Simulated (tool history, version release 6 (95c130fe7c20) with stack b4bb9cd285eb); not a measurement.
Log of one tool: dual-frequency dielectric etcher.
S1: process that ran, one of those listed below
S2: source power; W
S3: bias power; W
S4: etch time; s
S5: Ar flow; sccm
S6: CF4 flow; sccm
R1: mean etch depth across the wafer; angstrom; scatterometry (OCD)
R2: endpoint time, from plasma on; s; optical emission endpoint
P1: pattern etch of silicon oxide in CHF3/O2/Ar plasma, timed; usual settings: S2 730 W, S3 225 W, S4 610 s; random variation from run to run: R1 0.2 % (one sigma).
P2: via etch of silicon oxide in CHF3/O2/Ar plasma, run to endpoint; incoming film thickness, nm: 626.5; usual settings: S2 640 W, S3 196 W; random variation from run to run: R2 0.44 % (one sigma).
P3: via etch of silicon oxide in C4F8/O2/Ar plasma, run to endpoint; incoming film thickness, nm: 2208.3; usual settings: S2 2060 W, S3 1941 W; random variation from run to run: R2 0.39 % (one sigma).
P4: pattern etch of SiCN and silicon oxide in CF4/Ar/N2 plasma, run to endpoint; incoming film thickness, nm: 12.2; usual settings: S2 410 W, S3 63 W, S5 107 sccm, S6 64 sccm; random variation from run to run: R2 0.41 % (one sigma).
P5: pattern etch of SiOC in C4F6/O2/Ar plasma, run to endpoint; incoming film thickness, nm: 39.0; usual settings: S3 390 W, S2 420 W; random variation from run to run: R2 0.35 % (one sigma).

| run | hour | S1 | S2 | S3 | S4 | S5 | S6 | R1 | R2 |
|---|---|---|---|---|---|---|---|---|---|
| 1 | 8.9 | P1 | 730 | 225 | 610 |  |  | 14512 |  |
| 2 | 13.2 | P2 | 370 | 196 |  |  |  |  | 359.17 |
| 3 | 21.6 | P1 | 730 | 225 | 866 |  |  | 20558 |  |
| 4 | 26.4 | P3 | 2060 | 1941 |  |  |  |  | 442.62 |
| 5 | 33.7 | P2 | 640 | 124 |  |  |  |  | 341.22 |
| 6 | 39.7 | P1 | 730 | 299 | 610 |  |  | 15969 |  |
| 7 | 48.8 | P2 | 640 | 196 |  |  |  |  | 295.02 |
| 8 | 54.2 | P4 | 410 | 63 |  | 107 | 64 |  | 17.112 |
| 9 | 62 | P1 | 730 | 278 | 734.5 |  |  | 18809 |  |
| 10 | 70.8 | P3 | 2060 | 1145 |  |  |  |  | 513.19 |
|  | 71.9 | wet clean of the chamber |
| 11 | 79.3 | P1 | 730 | 225 | 610 |  |  | 14441 |  |
| 12 | 87.6 | P4 | 410 | 63 |  | 107 | 84 |  | 16.312 |
| 13 | 93.3 | P1 | 730 | 225 | 610 |  |  | 14482 |  |
| 14 | 98.4 | P1 | 730 | 146 | 610 |  |  | 12528 |  |
| 15 | 107.4 | P4 | 410 | 39 |  | 107 | 64 |  | 19.966 |
| 16 | 116.4 | P4 | 560 | 63 |  | 107 | 64 |  | 13.048 |
|  | 120.7 | bias power generator calibrated |
| 17 | 125.3 | P5 | 420 | 390 |  |  |  |  | 13.696 |
| 18 | 130.8 | P1 | 860 | 225 | 610 |  |  | 15473 |  |
|  | 136.3 | source power generator calibrated |
| 19 | 137.9 | P3 | 1660 | 1941 |  |  |  |  | 483.71 |
| 20 | 144.3 | P4 | 410 | 63 |  | 130 | 64 |  | 17.555 |
| 21 | 153.5 | P5 | 420 | 531 |  |  |  |  | 12.187 |
| 22 | 160.6 | P1 | 540 | 225 | 610 |  |  | 12909 |  |
| 23 | 164.8 | P1 | 730 | 225 | 335.5 |  |  | 7945.4 |  |
| 24 | 170.4 | P5 | 580 | 390 |  |  |  |  | 12.121 |
| 25 | 175.7 | P1 | 730 | 225 | 610 |  |  | 14465 |  |
| 26 | 183.4 | P1 | 730 | 225 | 610 |  |  | 14475 |  |
| 27 | 191.4 | P1 | 730 | 225 | 610 |  |  | 14601 |  |
| 28 | 198.1 | P1 | 730 | 225 | 610 |  |  | 14608 |  |
|  | 200.9 | wet clean of the chamber |
| 29 | 202.8 | P1 | 730 | 225 | 610 |  |  | 14690 |  |
| 30 | 208.8 | P1 | 730 | 225 | 610 |  |  | 14673 |  |
| 31 | 213.1 | P1 | 730 | 225 | 610 |  |  | 14662 |  |
| 32 | 217.7 | P1 | 730 | 225 | 610 |  |  | 14712 |  |
| 33 | 222.7 | P1 | 730 | 225 | 610 |  |  | 14735 |  |

What P1 gives has crept away from where it was. These 2 causes fit the log equally well, each at the size given:
A: source power that arrives over what is set, % = 4.31
B: bias power that arrives over what is set, % = 4.71
The creep began at about hour 183.4.
Why every other cause is out:
chamber walls in a state that raises the etch rate, %: serviced at hour 200.9, which brought nothing back

4 check runs are offered, each on 2 wafers whose results are averaged, their results left as question marks. Which one tells the causes apart?
| check 1 | 227.7 | P4 | 490 | 44 |  | 107 | 64 |  | ? |
| check 2 | 227.7 | P5 | 530 | 522 |  |  |  |  | ? |
| check 3 | 227.7 | P2 | 430 | 196 |  |  |  |  | ? |
| check 4 | 227.7 | P3 | 2060 | 1206 |  |  |  |  | ? |

What each check would give under each cause:
| check | result | if A | if B |
|---|---|---|---|
| check 1 | R2 | 15.818 | 16.195 |
| check 2 | R2 | 11.092 | 11.076 |
| check 3 | R2 | 337.95 | 337.88 |
| check 4 | R2 | 493.94 | 496.75 |
How far apart the two closest causes lie, in the result that separates them most: check 1 2.36 %; check 2 0.15 %; check 3 0.02 %; check 4 0.57 %
Only check 1 tells the causes apart: in the others they would give nearly the same result.

Check 1 was then run and gave: R2 16.167 s. Which cause is it?

It is B: bias power that arrives over what is set, %.
